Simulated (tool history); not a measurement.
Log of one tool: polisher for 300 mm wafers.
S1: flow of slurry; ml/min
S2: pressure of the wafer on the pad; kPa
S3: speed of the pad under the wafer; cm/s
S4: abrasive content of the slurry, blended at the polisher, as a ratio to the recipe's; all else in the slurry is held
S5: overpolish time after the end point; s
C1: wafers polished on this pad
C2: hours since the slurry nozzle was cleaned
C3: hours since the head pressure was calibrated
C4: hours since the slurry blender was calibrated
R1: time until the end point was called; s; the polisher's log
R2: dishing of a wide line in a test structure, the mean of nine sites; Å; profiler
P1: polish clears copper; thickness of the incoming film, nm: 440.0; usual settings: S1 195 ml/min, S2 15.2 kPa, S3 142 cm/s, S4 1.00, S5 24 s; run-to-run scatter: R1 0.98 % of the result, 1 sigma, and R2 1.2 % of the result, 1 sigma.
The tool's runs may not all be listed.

{"run": 1, "day": 0.325, "S1": 195, "S2": 15.2, "S3": 142, "S4": 1.0, "S5": 24, "C1": 916, "C2": 422.3, "C3": 264.1, "C4": 104.9, "R1": 154.95, "R2": 430.76}
{"run": 2, "day": 0.688, "S1": 195, "S2": 7.6, "S3": 142, "S4": 1.0, "S5": 24, "C1": 963, "C2": 431.0, "C3": 272.8, "C4": 113.6, "R1": 308.24, "R2": 226.75}
{"run": 3, "day": 1.021, "S1": 195, "S2": 15.2, "S3": 142, "S4": 1.0, "S5": 24, "C1": 1006, "C2": 439.0, "C3": 280.8, "C4": 121.6, "R1": 155.12, "R2": 429.98}
{"run": 4, "day": 1.267, "S1": 115, "S2": 15.2, "S3": 104, "S4": 1.0, "S5": 24, "C1": 1037, "C2": 444.9, "C3": 286.7, "C4": 127.5, "R1": 232.98, "R2": 301.06}
{"run": 5, "day": 1.575, "S1": 195, "S2": 15.2, "S3": 78, "S4": 1.0, "S5": 24, "C1": 1077, "C2": 452.3, "C3": 294.1, "C4": 134.9, "R1": 280.23, "R2": 249.87}
{"run": 6, "day": 1.958, "S1": 195, "S2": 15.2, "S3": 142, "S4": 1.0, "S5": 7, "C1": 1126, "C2": 461.5, "C3": 303.3, "C4": 144.1, "R1": 153.94, "R2": 142.49}
{"run": 7, "day": 2.217, "S1": 195, "S2": 15.2, "S3": 142, "S4": 1.0, "S5": 24, "C1": 1160, "C2": 467.7, "C3": 309.5, "C4": 150.3, "R1": 155.71, "R2": 423.95}
{"run": 8, "day": 2.558, "S1": 195, "S2": 22.8, "S3": 142, "S4": 1.0, "S5": 24, "C1": 1203, "C2": 475.9, "C3": 317.7, "C4": 158.5, "R1": 102.03, "R2": 607.42}
{"run": 9, "day": 2.733, "S1": 195, "S2": 15.2, "S3": 142, "S4": 0.65, "S5": 24, "C1": 1226, "C2": 480.1, "C3": 321.9, "C4": 162.7, "R1": 170.98, "R2": 397.47}
{"run": 10, "day": 3.096, "S1": 195, "S2": 15.2, "S3": 142, "S4": 1.0, "S5": 24, "C1": 1273, "C2": 488.8, "C3": 330.6, "C4": 171.4, "R1": 153.78, "R2": 432.35}
{"run": 11, "day": 3.392, "S1": 195, "S2": 15.2, "S3": 142, "S4": 1.0, "S5": 38, "C1": 1311, "C2": 495.9, "C3": 337.7, "C4": 178.5, "R1": 155.47, "R2": 612.26}
{"run": 12, "day": 3.617, "S1": 115, "S2": 15.2, "S3": 142, "S4": 1.0, "S5": 24, "C1": 1340, "C2": 501.3, "C3": 343.1, "C4": 183.9, "R1": 172.46, "R2": 396.72}
{"run": 13, "day": 3.983, "S1": 195, "S2": 15.2, "S3": 142, "S4": 1.45, "S5": 24, "C1": 1387, "C2": 510.1, "C3": 351.9, "C4": 192.7, "R1": 144.35, "R2": 463.88}
{"run": 14, "day": 4.221, "S1": 195, "S2": 15.2, "S3": 222, "S4": 1.0, "S5": 24, "C1": 1417, "C2": 515.8, "C3": 357.6, "C4": 198.4, "R1": 97.645, "R2": 603.34}
{"day": 4.346, "done": "slurry nozzle cleaned"}
{"run": 15, "day": 4.575, "S1": 310, "S2": 15.2, "S3": 142, "S4": 1.0, "S5": 24, "C1": 1463, "C2": 5.6, "C3": 366.1, "C4": 206.9, "R1": 146.6, "R2": 453.28}
{"run": 16, "day": 4.946, "S1": 195, "S2": 15.2, "S3": 142, "S4": 1.0, "S5": 24, "C1": 1511, "C2": 14.5, "C3": 375.0, "C4": 215.8, "R1": 154.57, "R2": 423.81}
{"run": 17, "day": 5.238, "S1": 195, "S2": 15.2, "S3": 142, "S4": 1.0, "S5": 24, "C1": 1548, "C2": 21.5, "C3": 382.0, "C4": 222.8, "R1": 160.5, "R2": 424.94}

Forecast run 18:
{"run": 18, "day": 5.454, "S1": 195, "S2": 15.2, "S3": 142, "S4": 1.0, "S5": 24, "C1": 1576, "C2": 26.7, "C3": 387.2, "C4": 228.0, "R1": "?", "R2": "?"}

R1: 160.850 s
R2: 413.51 Å
